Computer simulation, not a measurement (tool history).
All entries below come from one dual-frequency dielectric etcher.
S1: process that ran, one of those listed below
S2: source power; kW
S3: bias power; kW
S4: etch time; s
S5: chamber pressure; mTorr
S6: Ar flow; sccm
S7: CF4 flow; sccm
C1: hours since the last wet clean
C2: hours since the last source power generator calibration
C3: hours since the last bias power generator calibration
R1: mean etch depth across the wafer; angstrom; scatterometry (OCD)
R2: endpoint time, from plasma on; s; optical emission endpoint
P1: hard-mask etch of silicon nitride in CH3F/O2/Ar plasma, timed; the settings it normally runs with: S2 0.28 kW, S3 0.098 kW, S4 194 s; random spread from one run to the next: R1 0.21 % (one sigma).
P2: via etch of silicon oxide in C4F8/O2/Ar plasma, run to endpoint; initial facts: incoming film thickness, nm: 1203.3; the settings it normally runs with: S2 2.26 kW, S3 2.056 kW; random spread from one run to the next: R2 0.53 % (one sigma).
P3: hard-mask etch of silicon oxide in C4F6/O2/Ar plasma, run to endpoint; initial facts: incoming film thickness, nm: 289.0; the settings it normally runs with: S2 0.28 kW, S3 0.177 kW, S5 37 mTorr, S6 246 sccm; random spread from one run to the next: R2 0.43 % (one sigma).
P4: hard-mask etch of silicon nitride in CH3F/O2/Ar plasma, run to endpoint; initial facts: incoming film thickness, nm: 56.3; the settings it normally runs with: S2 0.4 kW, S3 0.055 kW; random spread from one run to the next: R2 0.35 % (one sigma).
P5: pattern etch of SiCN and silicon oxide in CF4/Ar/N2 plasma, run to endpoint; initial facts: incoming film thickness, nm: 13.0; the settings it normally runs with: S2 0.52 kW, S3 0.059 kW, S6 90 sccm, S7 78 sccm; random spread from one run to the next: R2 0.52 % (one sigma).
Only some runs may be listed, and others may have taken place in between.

run,hour,S1,S2,S3,S4,S5,S6,S7,C1,C2,C3,R1,R2
1,11.9,P1,0.28,0.098,194,,,,143,588.5,294.1,1307.3,
2,26,P3,0.28,0.177,,37,343,,157.1,602.6,308.2,,107.24
3,40.5,P1,0.28,0.066,106.5,,,,171.6,617.1,322.7,623.89,
4,55.6,P1,0.28,0.098,268.5,,,,186.7,632.2,337.8,1812.7,
5,64.2,P4,0.26,0.055,,,,,195.3,640.8,346.4,,104.99
6,73.4,P2,2.26,2.811,,,,,204.5,650,355.6,,206.84
7,82.7,P1,0.33,0.098,262.5,,,,213.8,659.3,364.9,1883.3,
8,91,P1,0.28,0.137,194,,,,222.1,667.6,373.2,1486.8,
9,99.2,P5,0.52,0.078,,,90,78,230.3,675.8,381.4,,12.373
# hour 108.8: wet clean of the chamber
10,109.5,P1,0.36,0.098,194,,,,0.7,686.1,391.7,1434.7,
11,120.1,P1,0.17,0.098,194,,,,11.3,696.7,402.3,1092.1,
12,129,P4,0.4,0.036,,,,,20.2,705.6,411.2,,100.59
13,140.8,P1,0.28,0.098,125.5,,,,32,717.4,423,849.05,
14,151.7,P5,0.52,0.059,,,90,78,42.9,728.3,433.9,,13.555
15,162.9,P3,0.38,0.177,,37,246,,54.1,739.5,445.1,,91.578
16,169.8,P1,0.37,0.098,135.5,,,,61,746.4,452,1011.9,
17,184.2,P2,1.54,2.056,,,,,75.4,760.8,466.4,,263.61
18,196.4,P5,0.52,0.059,,,90,78,87.6,773,478.6,,13.472
# hour 199.8: bias power generator calibrated
19,208.1,P3,0.28,0.177,,27.5,246,,99.3,784.7,8.4,,100.24
20,220,P3,0.28,0.248,,37,246,,111.2,796.6,20.3,,92.282
21,230,P4,0.4,0.055,,,,,121.2,806.6,30.3,,89.608
22,238.2,P3,0.28,0.177,,37,246,,129.4,814.8,38.5,,103.34
23,248.4,P1,0.28,0.098,194,,,,139.6,825,48.7,1305,
24,259.2,P5,0.73,0.059,,,90,78,150.4,835.8,59.5,,9.9207
25,272.6,P1,0.28,0.098,194,,,,163.8,849.2,72.9,1307.7,
26,284.7,P1,0.28,0.098,194,,,,175.9,861.3,85,1310.4,
27,292.8,P1,0.28,0.077,194,,,,184,869.4,93.1,1198.3,
28,300.4,P5,0.52,0.059,,,72,78,191.6,877,100.7,,13.006
29,308,P2,2.26,2.056,,,,,199.2,884.6,108.3,,224.85
30,315.4,P3,0.28,0.177,,37,246,,206.6,892,115.7,,103.15
31,329.5,P5,0.52,0.059,,,90,48,220.7,906.1,129.8,,14.67
32,339.5,P1,0.28,0.098,194,,,,230.7,916.1,139.8,1314.4,
33,350,P1,0.28,0.098,194,,,,241.2,926.6,150.3,1306.8,
34,357.7,P1,0.28,0.098,194,,,,248.9,934.3,158,1301.8,
35,370.6,P1,0.28,0.098,194,,,,261.8,947.2,170.9,1296,
36,382.9,P1,0.28,0.098,194,,,,274.1,959.5,183.2,1294,
37,397.6,P1,0.28,0.098,194,,,,288.8,974.2,197.9,1287.2,
# hour 401: wet clean of the chamber
38,410.6,P1,0.28,0.098,194,,,,9.7,987.2,210.9,1287.1,
39,421.5,P1,0.28,0.098,194,,,,20.6,998.1,221.8,1284.2,
40,437,P1,0.28,0.098,194,,,,36.1,1013.6,237.3,1291.6,

Expected results for the next run?
41,445.5,P1,0.28,0.098,194,,,,44.6,1022.1,245.8,?,

{"run 41": {"R1": 1286.2}}

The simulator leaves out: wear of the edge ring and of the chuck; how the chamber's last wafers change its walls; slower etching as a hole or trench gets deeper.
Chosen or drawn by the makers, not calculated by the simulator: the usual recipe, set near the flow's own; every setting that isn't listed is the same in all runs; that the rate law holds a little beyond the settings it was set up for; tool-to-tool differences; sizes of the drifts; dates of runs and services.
